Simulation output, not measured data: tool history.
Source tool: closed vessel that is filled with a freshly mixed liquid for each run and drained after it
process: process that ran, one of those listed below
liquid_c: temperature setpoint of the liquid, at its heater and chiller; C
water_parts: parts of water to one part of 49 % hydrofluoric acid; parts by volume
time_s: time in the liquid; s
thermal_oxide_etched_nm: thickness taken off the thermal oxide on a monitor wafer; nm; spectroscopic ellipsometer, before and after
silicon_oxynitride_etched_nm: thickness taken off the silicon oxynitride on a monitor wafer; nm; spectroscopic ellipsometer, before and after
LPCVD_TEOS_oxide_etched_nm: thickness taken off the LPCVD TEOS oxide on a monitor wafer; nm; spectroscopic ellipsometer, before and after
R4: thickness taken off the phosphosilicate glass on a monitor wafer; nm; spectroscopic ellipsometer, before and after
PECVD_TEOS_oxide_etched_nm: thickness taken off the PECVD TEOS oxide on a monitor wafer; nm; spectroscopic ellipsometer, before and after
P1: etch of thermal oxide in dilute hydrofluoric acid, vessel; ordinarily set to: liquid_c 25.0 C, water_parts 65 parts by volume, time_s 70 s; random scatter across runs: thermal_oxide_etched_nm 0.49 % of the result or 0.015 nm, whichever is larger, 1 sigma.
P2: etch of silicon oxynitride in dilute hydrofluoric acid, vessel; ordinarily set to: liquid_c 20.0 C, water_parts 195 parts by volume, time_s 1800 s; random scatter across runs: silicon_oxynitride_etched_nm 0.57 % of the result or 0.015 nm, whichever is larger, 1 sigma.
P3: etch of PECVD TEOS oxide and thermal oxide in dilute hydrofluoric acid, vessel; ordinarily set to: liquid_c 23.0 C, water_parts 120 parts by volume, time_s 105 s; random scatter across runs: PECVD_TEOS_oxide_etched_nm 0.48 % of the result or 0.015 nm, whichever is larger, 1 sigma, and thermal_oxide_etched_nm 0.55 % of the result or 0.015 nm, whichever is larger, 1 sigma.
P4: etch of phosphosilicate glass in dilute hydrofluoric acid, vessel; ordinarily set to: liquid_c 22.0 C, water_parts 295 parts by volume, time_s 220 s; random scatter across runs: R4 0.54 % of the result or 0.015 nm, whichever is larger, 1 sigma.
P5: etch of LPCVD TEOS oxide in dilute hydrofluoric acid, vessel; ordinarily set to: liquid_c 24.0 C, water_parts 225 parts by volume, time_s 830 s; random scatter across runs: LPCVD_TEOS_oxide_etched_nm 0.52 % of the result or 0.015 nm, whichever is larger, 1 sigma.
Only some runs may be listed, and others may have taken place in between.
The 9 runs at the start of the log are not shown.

Run 10, day 3.950: process P3, liquid_c 23.0 C, water_parts 120 parts by volume, time_s 40 s. Result: thermal_oxide_etched_nm 1.4333 nm, PECVD_TEOS_oxide_etched_nm 2.7073 nm.
Run 11, day 4.438: process P5, liquid_c 30.5 C, water_parts 225 parts by volume, time_s 830 s. Result: LPCVD_TEOS_oxide_etched_nm 65.141 nm.
At day 4.504: thermometer replaced.
Run 12, day 4.883: process P4, liquid_c 22.0 C, water_parts 295 parts by volume, time_s 220 s. Result: R4 34.3810 nm.
Run 13, day 5.433: process P2, liquid_c 20.0 C, water_parts 195 parts by volume, time_s 1800 s. Result: silicon_oxynitride_etched_nm 15.6940 nm.
Run 14, day 5.858: process P1, liquid_c 25.0 C, water_parts 105 parts by volume, time_s 70 s. Result: thermal_oxide_etched_nm 3.3476 nm.
Run 15, day 6.250: process P3, liquid_c 23.0 C, water_parts 200 parts by volume, time_s 105 s. Result: thermal_oxide_etched_nm 1.9914 nm, PECVD_TEOS_oxide_etched_nm 3.8972 nm.
Run 16, day 6.562: process P2, liquid_c 20.0 C, water_parts 195 parts by volume, time_s 1800 s. Result: silicon_oxynitride_etched_nm 15.5560 nm.
Run 17, day 6.904: process P5, liquid_c 24.0 C, water_parts 225 parts by volume, time_s 830 s. Result: LPCVD_TEOS_oxide_etched_nm 51.212 nm.
Run 18, day 7.221: process P1, liquid_c 29.5 C, water_parts 85 parts by volume, time_s 70 s. Result: thermal_oxide_etched_nm 5.1252 nm.
Run 19, day 7.542: process P1, liquid_c 25.0 C, water_parts 65 parts by volume, time_s 30 s. Result: thermal_oxide_etched_nm 2.4733 nm.
Run 20, day 7.900: process P4, liquid_c 22.0 C, water_parts 295 parts by volume, time_s 220 s. Result: R4 34.5800 nm.
Run 21, day 8.262: process P5, liquid_c 24.0 C, water_parts 225 parts by volume, time_s 365 s. Result: LPCVD_TEOS_oxide_etched_nm 22.851 nm.

Expected results for the next run?
Run 22, day 8.571: process P1, liquid_c 25.0 C, water_parts 95 parts by volume, time_s 30 s. Result: thermal_oxide_etched_nm ?.

{"run 22": {"thermal_oxide_etched_nm": 1.6035}}

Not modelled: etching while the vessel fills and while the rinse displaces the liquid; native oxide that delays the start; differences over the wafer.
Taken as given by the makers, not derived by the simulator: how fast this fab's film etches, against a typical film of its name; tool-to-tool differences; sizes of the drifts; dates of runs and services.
